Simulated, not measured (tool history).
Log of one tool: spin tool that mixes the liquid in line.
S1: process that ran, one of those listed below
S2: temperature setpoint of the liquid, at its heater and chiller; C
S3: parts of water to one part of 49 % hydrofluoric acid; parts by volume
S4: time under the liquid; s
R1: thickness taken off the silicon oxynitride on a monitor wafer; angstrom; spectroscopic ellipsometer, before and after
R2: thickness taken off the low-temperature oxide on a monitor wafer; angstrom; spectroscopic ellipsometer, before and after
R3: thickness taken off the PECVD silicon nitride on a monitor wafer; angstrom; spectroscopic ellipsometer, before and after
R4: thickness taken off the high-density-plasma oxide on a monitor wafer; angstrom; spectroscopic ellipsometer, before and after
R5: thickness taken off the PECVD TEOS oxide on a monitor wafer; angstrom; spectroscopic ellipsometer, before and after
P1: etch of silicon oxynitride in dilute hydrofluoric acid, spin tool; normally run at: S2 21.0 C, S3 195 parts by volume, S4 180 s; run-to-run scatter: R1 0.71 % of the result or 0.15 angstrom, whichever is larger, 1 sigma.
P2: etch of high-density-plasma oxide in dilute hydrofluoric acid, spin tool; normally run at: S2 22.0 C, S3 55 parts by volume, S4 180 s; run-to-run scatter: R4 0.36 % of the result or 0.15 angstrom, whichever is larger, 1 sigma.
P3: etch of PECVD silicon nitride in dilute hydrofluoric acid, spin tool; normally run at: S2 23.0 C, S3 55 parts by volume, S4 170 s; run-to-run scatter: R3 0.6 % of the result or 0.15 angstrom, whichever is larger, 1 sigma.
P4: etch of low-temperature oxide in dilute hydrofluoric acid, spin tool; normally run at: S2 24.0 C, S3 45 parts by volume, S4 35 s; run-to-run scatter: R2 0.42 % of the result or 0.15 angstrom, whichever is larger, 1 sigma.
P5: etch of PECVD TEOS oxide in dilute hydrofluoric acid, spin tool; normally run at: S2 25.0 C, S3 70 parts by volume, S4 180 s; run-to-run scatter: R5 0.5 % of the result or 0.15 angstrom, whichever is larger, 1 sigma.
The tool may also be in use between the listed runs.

{"run": 1, "hour": 8.8, "S1": "P1", "S2": 21.0, "S3": 195, "S4": 180, "R1": 31.548}
{"run": 2, "hour": 16.7, "S1": "P4", "S2": 17.0, "S3": 45, "S4": 35, "R2": 157.4}
{"run": 3, "hour": 21.2, "S1": "P3", "S2": 23.0, "S3": 55, "S4": 170, "R3": 51.837}
{"run": 4, "hour": 26.9, "S1": "P1", "S2": 21.0, "S3": 195, "S4": 310, "R1": 53.747}
{"run": 5, "hour": 33.9, "S1": "P1", "S2": 21.0, "S3": 355, "S4": 180, "R1": 15.638}
{"run": 6, "hour": 39.4, "S1": "P1", "S2": 28.0, "S3": 195, "S4": 180, "R1": 43.209}
{"run": 7, "hour": 47.9, "S1": "P1", "S2": 21.0, "S3": 195, "S4": 180, "R1": 31.56}
{"run": 8, "hour": 52.6, "S1": "P1", "S2": 21.0, "S3": 195, "S4": 180, "R1": 31.617}
{"run": 9, "hour": 60.0, "S1": "P3", "S2": 23.0, "S3": 20, "S4": 170, "R3": 136.05}
{"run": 10, "hour": 68.9, "S1": "P2", "S2": 26.0, "S3": 55, "S4": 180, "R4": 188.37}
{"run": 11, "hour": 75.4, "S1": "P5", "S2": 25.0, "S3": 20, "S4": 180, "R5": 902.77}
{"run": 12, "hour": 83.2, "S1": "P1", "S2": 17.0, "S3": 195, "S4": 180, "R1": 26.176}
{"run": 13, "hour": 87.5, "S1": "P5", "S2": 25.0, "S3": 70, "S4": 285, "R5": 377.83}
{"run": 14, "hour": 94.4, "S1": "P2", "S2": 22.0, "S3": 55, "S4": 55, "R4": 49.055}
{"run": 15, "hour": 99.5, "S1": "P2", "S2": 22.0, "S3": 20, "S4": 180, "R4": 459.24}
{"run": 16, "hour": 105.6, "S1": "P3", "S2": 23.0, "S3": 55, "S4": 170, "R3": 51.409}
{"run": 17, "hour": 111.1, "S1": "P4", "S2": 24.0, "S3": 45, "S4": 35, "R2": 210.75}
{"run": 18, "hour": 119.4, "S1": "P4", "S2": 24.0, "S3": 75, "S4": 35, "R2": 121.83}
{"run": 19, "hour": 123.9, "S1": "P5", "S2": 25.0, "S3": 70, "S4": 180, "R5": 238.01}
{"run": 20, "hour": 131.6, "S1": "P1", "S2": 21.0, "S3": 195, "S4": 70, "R1": 12.146}
{"run": 21, "hour": 137.5, "S1": "P4", "S2": 24.0, "S3": 45, "S4": 15, "R2": 89.705}
{"run": 22, "hour": 146.8, "S1": "P1", "S2": 27.5, "S3": 125, "S4": 180, "R1": 70.523}
{"run": 23, "hour": 151.0, "S1": "P3", "S2": 30.0, "S3": 55, "S4": 170, "R3": 81.23}
{"run": 24, "hour": 157.2, "S1": "P3", "S2": 23.0, "S3": 55, "S4": 285, "R3": 84.782}
{"run": 25, "hour": 161.6, "S1": "P1", "S2": 21.0, "S3": 195, "S4": 180, "R1": 31.141}
{"run": 26, "hour": 170.8, "S1": "P1", "S2": 21.0, "S3": 55, "S4": 180, "R1": 122.43}
{"run": 27, "hour": 176.4, "S1": "P1", "S2": 17.5, "S3": 195, "S4": 280, "R1": 41.119}
{"run": 28, "hour": 182.0, "S1": "P5", "S2": 19.5, "S3": 70, "S4": 180, "R5": 192.45}
{"run": 29, "hour": 186.6, "S1": "P2", "S2": 22.0, "S3": 55, "S4": 180, "R4": 160.55}
{"run": 30, "hour": 193.1, "S1": "P1", "S2": 21.0, "S3": 195, "S4": 180, "R1": 31.531}
{"run": 31, "hour": 197.7, "S1": "P1", "S2": 21.0, "S3": 195, "S4": 180, "R1": 31.196}
{"run": 32, "hour": 205.1, "S1": "P1", "S2": 21.0, "S3": 195, "S4": 180, "R1": 30.275}
{"run": 33, "hour": 211.1, "S1": "P1", "S2": 21.0, "S3": 195, "S4": 180, "R1": 29.33}
{"run": 34, "hour": 219.5, "S1": "P1", "S2": 21.0, "S3": 195, "S4": 180, "R1": 30.089}
{"run": 35, "hour": 223.6, "S1": "P1", "S2": 21.0, "S3": 195, "S4": 180, "R1": 29.914}
{"run": 36, "hour": 228.3, "S1": "P1", "S2": 21.0, "S3": 195, "S4": 180, "R1": 29.144}
{"run": 37, "hour": 232.4, "S1": "P1", "S2": 21.0, "S3": 195, "S4": 180, "R1": 29.379}
{"run": 38, "hour": 237.5, "S1": "P1", "S2": 21.0, "S3": 195, "S4": 180, "R1": 29.465}

The next listed run, before its measurement:
{"run": 39, "hour": 244.2, "S1": "P1", "S2": 21.0, "S3": 195, "S4": 180, "R1": "?"}

{"run 39": {"R1": 29.53}}
